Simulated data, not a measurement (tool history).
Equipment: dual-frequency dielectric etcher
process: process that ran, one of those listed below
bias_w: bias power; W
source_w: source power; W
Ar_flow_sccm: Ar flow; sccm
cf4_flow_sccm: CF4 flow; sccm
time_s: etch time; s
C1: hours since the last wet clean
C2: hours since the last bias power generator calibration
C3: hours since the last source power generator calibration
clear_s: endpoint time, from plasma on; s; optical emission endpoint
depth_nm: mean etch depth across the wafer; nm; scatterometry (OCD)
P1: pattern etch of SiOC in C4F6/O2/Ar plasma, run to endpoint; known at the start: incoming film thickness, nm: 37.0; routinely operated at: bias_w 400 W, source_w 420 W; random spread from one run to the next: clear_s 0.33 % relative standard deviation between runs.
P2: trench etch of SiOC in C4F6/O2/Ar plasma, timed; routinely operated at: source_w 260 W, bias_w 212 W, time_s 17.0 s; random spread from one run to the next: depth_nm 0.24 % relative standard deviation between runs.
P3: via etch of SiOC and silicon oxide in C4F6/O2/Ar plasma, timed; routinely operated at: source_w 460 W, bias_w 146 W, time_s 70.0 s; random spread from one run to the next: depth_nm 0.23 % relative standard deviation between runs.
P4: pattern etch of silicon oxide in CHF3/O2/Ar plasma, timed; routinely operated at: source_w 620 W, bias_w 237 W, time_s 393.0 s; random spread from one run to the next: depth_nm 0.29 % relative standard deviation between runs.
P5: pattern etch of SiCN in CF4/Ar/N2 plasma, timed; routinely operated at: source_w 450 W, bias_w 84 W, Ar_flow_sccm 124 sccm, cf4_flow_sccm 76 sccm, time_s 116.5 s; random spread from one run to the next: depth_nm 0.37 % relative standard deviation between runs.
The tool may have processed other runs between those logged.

{"run": 1, "hour": 12.3, "process": "P1", "bias_w": 400, "source_w": 420, "C1": 153.0, "C2": 1319.6, "C3": 1833.8, "clear_s": 13.612}
{"run": 2, "hour": 26.3, "process": "P5", "bias_w": 59, "source_w": 450, "Ar_flow_sccm": 124, "cf4_flow_sccm": 76, "time_s": 116.5, "C1": 167.0, "C2": 1333.6, "C3": 1847.8, "depth_nm": 92.176}
{"run": 3, "hour": 37.7, "process": "P1", "bias_w": 400, "source_w": 260, "C1": 178.4, "C2": 1345.0, "C3": 1859.2, "clear_s": 16.292}
{"run": 4, "hour": 51.4, "process": "P1", "bias_w": 400, "source_w": 420, "C1": 192.1, "C2": 1358.7, "C3": 1872.9, "clear_s": 13.539}
{"run": 5, "hour": 67.2, "process": "P1", "bias_w": 400, "source_w": 560, "C1": 207.9, "C2": 1374.5, "C3": 1888.7, "clear_s": 12.21}
{"run": 6, "hour": 81.0, "process": "P5", "bias_w": 84, "source_w": 450, "Ar_flow_sccm": 124, "cf4_flow_sccm": 44, "time_s": 116.5, "C1": 221.7, "C2": 1388.3, "C3": 1902.5, "depth_nm": 96.203}
{"run": 7, "hour": 100.3, "process": "P5", "bias_w": 84, "source_w": 450, "Ar_flow_sccm": 124, "cf4_flow_sccm": 76, "time_s": 83.5, "C1": 241.0, "C2": 1407.6, "C3": 1921.8, "depth_nm": 75.248}
{"run": 8, "hour": 110.8, "process": "P3", "bias_w": 186, "source_w": 460, "time_s": 70.0, "C1": 251.5, "C2": 1418.1, "C3": 1932.3, "depth_nm": 85.938}
{"run": 9, "hour": 125.6, "process": "P5", "bias_w": 84, "source_w": 450, "Ar_flow_sccm": 73, "cf4_flow_sccm": 76, "time_s": 116.5, "C1": 266.3, "C2": 1432.9, "C3": 1947.1, "depth_nm": 111.48}
{"run": 10, "hour": 141.5, "process": "P1", "bias_w": 479, "source_w": 420, "C1": 282.2, "C2": 1448.8, "C3": 1963.0, "clear_s": 12.721}
{"run": 11, "hour": 157.4, "process": "P4", "bias_w": 237, "source_w": 770, "time_s": 393.0, "C1": 298.1, "C2": 1464.7, "C3": 1978.9, "depth_nm": 946.91}
{"run": 12, "hour": 176.2, "process": "P5", "bias_w": 84, "source_w": 620, "Ar_flow_sccm": 124, "cf4_flow_sccm": 76, "time_s": 116.5, "C1": 316.9, "C2": 1483.5, "C3": 1997.7, "depth_nm": 138.33}
{"run": 13, "hour": 191.5, "process": "P1", "bias_w": 400, "source_w": 420, "C1": 332.2, "C2": 1498.8, "C3": 2013.0, "clear_s": 13.509}
{"run": 14, "hour": 201.5, "process": "P2", "bias_w": 212, "source_w": 260, "time_s": 10.5, "C1": 342.2, "C2": 1508.8, "C3": 2023.0, "depth_nm": 19.782}
{"run": 15, "hour": 216.3, "process": "P1", "bias_w": 257, "source_w": 520, "C1": 357.0, "C2": 1523.6, "C3": 2037.8, "clear_s": 14.673}
{"run": 16, "hour": 229.1, "process": "P4", "bias_w": 237, "source_w": 620, "time_s": 393.0, "C1": 369.8, "C2": 1536.4, "C3": 2050.6, "depth_nm": 869.37}
{"run": 17, "hour": 240.7, "process": "P4", "bias_w": 237, "source_w": 620, "time_s": 280.0, "C1": 381.4, "C2": 1548.0, "C3": 2062.2, "depth_nm": 619.82}
{"run": 18, "hour": 254.4, "process": "P2", "bias_w": 269, "source_w": 260, "time_s": 17.0, "C1": 395.1, "C2": 1561.7, "C3": 2075.9, "depth_nm": 34.853}
{"run": 19, "hour": 273.3, "process": "P1", "bias_w": 236, "source_w": 420, "C1": 414.0, "C2": 1580.6, "C3": 2094.8, "clear_s": 16.277}
{"run": 20, "hour": 282.2, "process": "P2", "bias_w": 212, "source_w": 210, "time_s": 17.0, "C1": 422.9, "C2": 1589.5, "C3": 2103.7, "depth_nm": 29.525}
{"run": 21, "hour": 299.4, "process": "P3", "bias_w": 146, "source_w": 290, "time_s": 70.0, "C1": 440.1, "C2": 1606.7, "C3": 2120.9, "depth_nm": 66.616}
{"run": 22, "hour": 313.6, "process": "P1", "bias_w": 290, "source_w": 340, "C1": 454.3, "C2": 1620.9, "C3": 2135.1, "clear_s": 16.385}
{"run": 23, "hour": 332.0, "process": "P1", "bias_w": 259, "source_w": 510, "C1": 472.7, "C2": 1639.3, "C3": 2153.5, "clear_s": 14.746}
{"run": 24, "hour": 340.7, "process": "P4", "bias_w": 281, "source_w": 620, "time_s": 393.0, "C1": 481.4, "C2": 1648.0, "C3": 2162.2, "depth_nm": 926.94}
{"run": 25, "hour": 354.3, "process": "P1", "bias_w": 400, "source_w": 420, "C1": 495.0, "C2": 1661.6, "C3": 2175.8, "clear_s": 13.599}
{"run": 26, "hour": 366.4, "process": "P3", "bias_w": 146, "source_w": 460, "time_s": 40.5, "C1": 507.1, "C2": 1673.7, "C3": 2187.9, "depth_nm": 45.913}
{"run": 27, "hour": 374.9, "process": "P5", "bias_w": 84, "source_w": 450, "Ar_flow_sccm": 124, "cf4_flow_sccm": 76, "time_s": 116.5, "C1": 515.6, "C2": 1682.2, "C3": 2196.4, "depth_nm": 104.07}
{"run": 28, "hour": 391.2, "process": "P1", "bias_w": 400, "source_w": 420, "C1": 531.9, "C2": 1698.5, "C3": 2212.7, "clear_s": 13.577}
{"run": 29, "hour": 408.7, "process": "P2", "bias_w": 212, "source_w": 260, "time_s": 17.0, "C1": 549.4, "C2": 1716.0, "C3": 2230.2, "depth_nm": 32.014}
{"run": 30, "hour": 422.3, "process": "P3", "bias_w": 146, "source_w": 460, "time_s": 70.0, "C1": 563.0, "C2": 1729.6, "C3": 2243.8, "depth_nm": 79.601}
{"run": 31, "hour": 439.4, "process": "P1", "bias_w": 400, "source_w": 420, "C1": 580.1, "C2": 1746.7, "C3": 2260.9, "clear_s": 13.635}
{"run": 32, "hour": 458.5, "process": "P1", "bias_w": 400, "source_w": 420, "C1": 599.2, "C2": 1765.8, "C3": 2280.0, "clear_s": 13.765}
{"run": 33, "hour": 468.6, "process": "P1", "bias_w": 400, "source_w": 420, "C1": 609.3, "C2": 1775.9, "C3": 2290.1, "clear_s": 13.809}
{"run": 34, "hour": 479.2, "process": "P1", "bias_w": 400, "source_w": 420, "C1": 619.9, "C2": 1786.5, "C3": 2300.7, "clear_s": 13.754}
{"run": 35, "hour": 491.7, "process": "P1", "bias_w": 400, "source_w": 420, "C1": 632.4, "C2": 1799.0, "C3": 2313.2, "clear_s": 13.744}
{"hour": 493.3, "done": "wet clean of the chamber"}
{"run": 36, "hour": 505.9, "process": "P1", "bias_w": 400, "source_w": 420, "C1": 12.6, "C2": 1813.2, "C3": 2327.4, "clear_s": 13.806}
{"run": 37, "hour": 515.5, "process": "P1", "bias_w": 400, "source_w": 420, "C1": 22.2, "C2": 1822.8, "C3": 2337.0, "clear_s": 13.849}

Run 38 is up next; what results do you expect?
{"run": 38, "hour": 533.8, "process": "P1", "bias_w": 400, "source_w": 420, "C1": 40.5, "C2": 1841.1, "C3": 2355.3, "clear_s": "?"}

{"run 38": {"clear_s": 13.764}}
